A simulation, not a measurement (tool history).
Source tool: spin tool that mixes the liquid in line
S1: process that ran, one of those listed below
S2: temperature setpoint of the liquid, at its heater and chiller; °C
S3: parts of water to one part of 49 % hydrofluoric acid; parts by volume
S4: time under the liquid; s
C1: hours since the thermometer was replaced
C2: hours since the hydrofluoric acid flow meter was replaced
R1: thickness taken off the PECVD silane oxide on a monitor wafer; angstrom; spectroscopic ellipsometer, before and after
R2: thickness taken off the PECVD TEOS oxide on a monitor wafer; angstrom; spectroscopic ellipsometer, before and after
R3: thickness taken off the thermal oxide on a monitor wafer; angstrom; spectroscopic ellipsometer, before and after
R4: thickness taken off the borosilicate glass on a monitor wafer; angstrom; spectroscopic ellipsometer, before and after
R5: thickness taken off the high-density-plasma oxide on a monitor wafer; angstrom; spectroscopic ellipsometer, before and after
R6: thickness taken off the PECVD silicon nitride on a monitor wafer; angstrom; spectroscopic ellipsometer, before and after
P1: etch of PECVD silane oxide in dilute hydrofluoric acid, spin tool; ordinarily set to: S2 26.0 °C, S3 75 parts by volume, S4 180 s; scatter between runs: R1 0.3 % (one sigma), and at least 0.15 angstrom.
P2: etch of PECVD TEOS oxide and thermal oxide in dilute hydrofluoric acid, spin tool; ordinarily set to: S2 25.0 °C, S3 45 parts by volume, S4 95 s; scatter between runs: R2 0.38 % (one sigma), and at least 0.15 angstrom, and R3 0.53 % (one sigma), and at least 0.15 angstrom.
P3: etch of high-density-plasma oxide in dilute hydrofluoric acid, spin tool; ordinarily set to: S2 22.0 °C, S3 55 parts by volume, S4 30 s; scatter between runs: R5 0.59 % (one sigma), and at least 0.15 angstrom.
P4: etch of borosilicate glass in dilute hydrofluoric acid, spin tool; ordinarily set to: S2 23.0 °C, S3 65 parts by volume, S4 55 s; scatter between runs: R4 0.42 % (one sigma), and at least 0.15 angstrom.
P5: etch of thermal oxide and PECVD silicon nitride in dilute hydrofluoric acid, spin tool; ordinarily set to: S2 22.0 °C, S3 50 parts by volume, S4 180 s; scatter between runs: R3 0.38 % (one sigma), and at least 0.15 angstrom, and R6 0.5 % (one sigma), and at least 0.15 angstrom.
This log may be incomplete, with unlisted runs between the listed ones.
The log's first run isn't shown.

Run 2, hour 7.8: S1 P1, S2 26.0 °C, S3 75 parts by volume, S4 180 s; C1 361.2; C2 319.8. Result: R1 475.70 angstrom.
Run 3, hour 11.8: S1 P1, S2 26.0 °C, S3 75 parts by volume, S4 180 s; C1 365.2; C2 323.8. Result: R1 477.35 angstrom.
At hour 11.9: thermometer replaced.
Run 4, hour 16.4: S1 P1, S2 23.0 °C, S3 115 parts by volume, S4 180 s; C1 4.6; C2 328.4. Result: R1 262.96 angstrom.
Run 5, hour 21.1: S1 P2, S2 25.0 °C, S3 45 parts by volume, S4 95 s; C1 9.3; C2 333.1. Result: R2 386.77 angstrom, R3 108.180 angstrom.
Run 6, hour 25.6: S1 P2, S2 25.0 °C, S3 45 parts by volume, S4 160 s; C1 13.8; C2 337.6. Result: R2 653.91 angstrom, R3 184.130 angstrom.
Run 7, hour 30.2: S1 P4, S2 23.0 °C, S3 95 parts by volume, S4 55 s; C1 18.4; C2 342.2. Result: R4 126.59 angstrom.
Run 8, hour 34.1: S1 P1, S2 26.0 °C, S3 45 parts by volume, S4 180 s; C1 22.3; C2 346.1. Result: R1 832.07 angstrom.
Run 9, hour 37.1: S1 P2, S2 25.0 °C, S3 45 parts by volume, S4 95 s; C1 25.3; C2 349.1. Result: R2 386.86 angstrom, R3 109.360 angstrom.
Run 10, hour 41.1: S1 P4, S2 27.5 °C, S3 65 parts by volume, S4 55 s; C1 29.3; C2 353.1. Result: R4 230.32 angstrom.
Run 11, hour 44.7: S1 P3, S2 22.0 °C, S3 35 parts by volume, S4 30 s; C1 32.9; C2 356.7. Result: R5 91.253 angstrom.
Run 12, hour 47.7: S1 P1, S2 26.0 °C, S3 120 parts by volume, S4 180 s; C1 35.9; C2 359.7. Result: R1 282.47 angstrom.
Run 13, hour 52.2: S1 P1, S2 19.5 °C, S3 75 parts by volume, S4 180 s; C1 40.4; C2 364.2. Result: R1 367.93 angstrom.
Run 14, hour 56.8: S1 P1, S2 26.0 °C, S3 75 parts by volume, S4 90 s; C1 45.0; C2 368.8. Result: R1 238.89 angstrom.
Run 15, hour 59.7: S1 P2, S2 25.0 °C, S3 65 parts by volume, S4 95 s; C1 47.9; C2 371.7. Result: R2 259.53 angstrom, R3 73.213 angstrom.
Run 16, hour 62.0: S1 P5, S2 22.0 °C, S3 50 parts by volume, S4 180 s; C1 50.2; C2 374.0. Result: R3 166.460 angstrom, R6 102.400 angstrom.
Run 17, hour 66.1: S1 P5, S2 22.0 °C, S3 50 parts by volume, S4 65 s; C1 54.3; C2 378.1. Result: R3 59.624 angstrom, R6 36.802 angstrom.
Run 18, hour 70.5: S1 P4, S2 23.0 °C, S3 65 parts by volume, S4 55 s; C1 58.7; C2 382.5. Result: R4 191.81 angstrom.
Run 19, hour 73.0: S1 P1, S2 26.0 °C, S3 75 parts by volume, S4 180 s; C1 61.2; C2 385.0. Result: R1 476.91 angstrom.
Run 20, hour 76.7: S1 P3, S2 17.0 °C, S3 55 parts by volume, S4 30 s; C1 64.9; C2 388.7. Result: R5 46.926 angstrom.
Run 21, hour 79.5: S1 P3, S2 22.0 °C, S3 55 parts by volume, S4 15 s; C1 67.7; C2 391.5. Result: R5 28.723 angstrom.
Run 22, hour 82.3: S1 P5, S2 18.0 °C, S3 50 parts by volume, S4 180 s; C1 70.5; C2 394.3. Result: R3 140.070 angstrom, R6 77.846 angstrom.
Run 23, hour 85.6: S1 P4, S2 23.0 °C, S3 65 parts by volume, S4 110 s; C1 73.8; C2 397.6. Result: R4 386.35 angstrom.
Run 24, hour 90.5: S1 P3, S2 22.0 °C, S3 55 parts by volume, S4 30 s; C1 78.7; C2 402.5. Result: R5 57.054 angstrom.

Forecast run 25:
Run 25, hour 94.9: S1 P1, S2 26.0 °C, S3 75 parts by volume, S4 345 s; C1 83.1; C2 406.9. Result: R1 ?.

Run 25 produced R1 919.64 angstrom.
